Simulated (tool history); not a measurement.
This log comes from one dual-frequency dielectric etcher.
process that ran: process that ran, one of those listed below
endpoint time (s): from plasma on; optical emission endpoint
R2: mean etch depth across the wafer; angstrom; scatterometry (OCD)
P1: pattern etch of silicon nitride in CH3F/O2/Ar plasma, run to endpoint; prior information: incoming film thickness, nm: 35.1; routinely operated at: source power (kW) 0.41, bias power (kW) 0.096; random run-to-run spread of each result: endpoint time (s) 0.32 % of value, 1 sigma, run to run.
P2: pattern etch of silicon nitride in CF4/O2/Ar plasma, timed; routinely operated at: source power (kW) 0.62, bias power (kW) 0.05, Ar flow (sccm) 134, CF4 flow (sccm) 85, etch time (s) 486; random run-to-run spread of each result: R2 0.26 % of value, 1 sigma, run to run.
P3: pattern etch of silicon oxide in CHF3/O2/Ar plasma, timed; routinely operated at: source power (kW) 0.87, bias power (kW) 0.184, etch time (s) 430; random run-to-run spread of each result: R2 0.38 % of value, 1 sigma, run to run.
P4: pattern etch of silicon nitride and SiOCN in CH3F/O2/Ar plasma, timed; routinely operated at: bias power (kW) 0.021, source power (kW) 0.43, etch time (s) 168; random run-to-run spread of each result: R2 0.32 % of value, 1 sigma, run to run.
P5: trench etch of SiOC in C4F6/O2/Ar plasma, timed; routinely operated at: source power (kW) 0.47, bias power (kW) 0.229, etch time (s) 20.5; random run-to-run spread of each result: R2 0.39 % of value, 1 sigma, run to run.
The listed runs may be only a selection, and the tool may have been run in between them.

run 1 day=0.65 | process_that_ran=P1 source_power_(kW)=0.41 bias_power_(kW)=0.096 | endpoint_time_(s)=44.642
run 2 day=1.129 | process_that_ran=P1 source_power_(kW)=0.53 bias_power_(kW)=0.096 | endpoint_time_(s)=40.584
run 3 day=1.633 | process_that_ran=P5 source_power_(kW)=0.47 bias_power_(kW)=0.229 etch_time_(s)=20.5 | R2=498.29
-- day=1.846 source power generator calibrated
run 4 day=2.15 | process_that_ran=P2 source_power_(kW)=0.62 bias_power_(kW)=0.05 etch_time_(s)=486 Ar_flow_(sccm)=134 CF4_flow_(sccm)=85 | R2=10410
run 5 day=2.55 | process_that_ran=P1 source_power_(kW)=0.54 bias_power_(kW)=0.118 | endpoint_time_(s)=37.37
run 6 day=2.938 | process_that_ran=P1 source_power_(kW)=0.41 bias_power_(kW)=0.096 | endpoint_time_(s)=44.748
run 7 day=3.517 | process_that_ran=P1 source_power_(kW)=0.41 bias_power_(kW)=0.096 | endpoint_time_(s)=44.397
run 8 day=4.075 | process_that_ran=P4 source_power_(kW)=0.43 bias_power_(kW)=0.021 etch_time_(s)=168 | R2=219.7
run 9 day=4.65 | process_that_ran=P1 source_power_(kW)=0.41 bias_power_(kW)=0.114 | endpoint_time_(s)=41.98
run 10 day=5.171 | process_that_ran=P4 source_power_(kW)=0.43 bias_power_(kW)=0.029 etch_time_(s)=168 | R2=252.3
run 11 day=5.738 | process_that_ran=P2 source_power_(kW)=0.62 bias_power_(kW)=0.05 etch_time_(s)=486 Ar_flow_(sccm)=104 CF4_flow_(sccm)=85 | R2=10792
run 12 day=6.192 | process_that_ran=P4 source_power_(kW)=0.43 bias_power_(kW)=0.021 etch_time_(s)=230 | R2=298.47
run 13 day=6.762 | process_that_ran=P3 source_power_(kW)=0.87 bias_power_(kW)=0.184 etch_time_(s)=584 | R2=13043
run 14 day=7.258 | process_that_ran=P3 source_power_(kW)=0.87 bias_power_(kW)=0.255 etch_time_(s)=430 | R2=10781
run 15 day=7.888 | process_that_ran=P4 source_power_(kW)=0.43 bias_power_(kW)=0.021 etch_time_(s)=168 | R2=220.29
run 16 day=8.346 | process_that_ran=P3 source_power_(kW)=1.2 bias_power_(kW)=0.184 etch_time_(s)=430 | R2=10898
run 17 day=8.958 | process_that_ran=P2 source_power_(kW)=0.44 bias_power_(kW)=0.05 etch_time_(s)=486 Ar_flow_(sccm)=134 CF4_flow_(sccm)=85 | R2=7739.8
run 18 day=9.454 | process_that_ran=P5 source_power_(kW)=0.47 bias_power_(kW)=0.157 etch_time_(s)=20.5 | R2=442.29
run 19 day=9.912 | process_that_ran=P1 source_power_(kW)=0.41 bias_power_(kW)=0.074 | endpoint_time_(s)=49.246
run 20 day=10.55 | process_that_ran=P2 source_power_(kW)=0.62 bias_power_(kW)=0.066 etch_time_(s)=486 Ar_flow_(sccm)=134 CF4_flow_(sccm)=85 | R2=11625
run 21 day=10.908 | process_that_ran=P1 source_power_(kW)=0.41 bias_power_(kW)=0.096 | endpoint_time_(s)=44.583
run 22 day=11.542 | process_that_ran=P5 source_power_(kW)=0.38 bias_power_(kW)=0.229 etch_time_(s)=20.5 | R2=459.24
run 23 day=12.138 | process_that_ran=P3 source_power_(kW)=0.87 bias_power_(kW)=0.184 etch_time_(s)=430 | R2=9622.6
run 24 day=12.45 | process_that_ran=P5 source_power_(kW)=0.47 bias_power_(kW)=0.229 etch_time_(s)=20.5 | R2=496.61
run 25 day=12.783 | process_that_ran=P5 source_power_(kW)=0.47 bias_power_(kW)=0.229 etch_time_(s)=12 | R2=291.24
run 26 day=13.117 | process_that_ran=P4 source_power_(kW)=0.59 bias_power_(kW)=0.021 etch_time_(s)=168 | R2=244.39
run 27 day=13.75 | process_that_ran=P2 source_power_(kW)=0.62 bias_power_(kW)=0.05 etch_time_(s)=486 Ar_flow_(sccm)=134 CF4_flow_(sccm)=113 | R2=10839
run 28 day=14.333 | process_that_ran=P2 source_power_(kW)=0.62 bias_power_(kW)=0.05 etch_time_(s)=346.5 Ar_flow_(sccm)=134 CF4_flow_(sccm)=85 | R2=7412.9

What will run 29 give?
run 29 day=14.95 | process_that_ran=P1 source_power_(kW)=0.3 bias_power_(kW)=0.096 | endpoint_time_(s)=?

endpoint time (s): 50.154

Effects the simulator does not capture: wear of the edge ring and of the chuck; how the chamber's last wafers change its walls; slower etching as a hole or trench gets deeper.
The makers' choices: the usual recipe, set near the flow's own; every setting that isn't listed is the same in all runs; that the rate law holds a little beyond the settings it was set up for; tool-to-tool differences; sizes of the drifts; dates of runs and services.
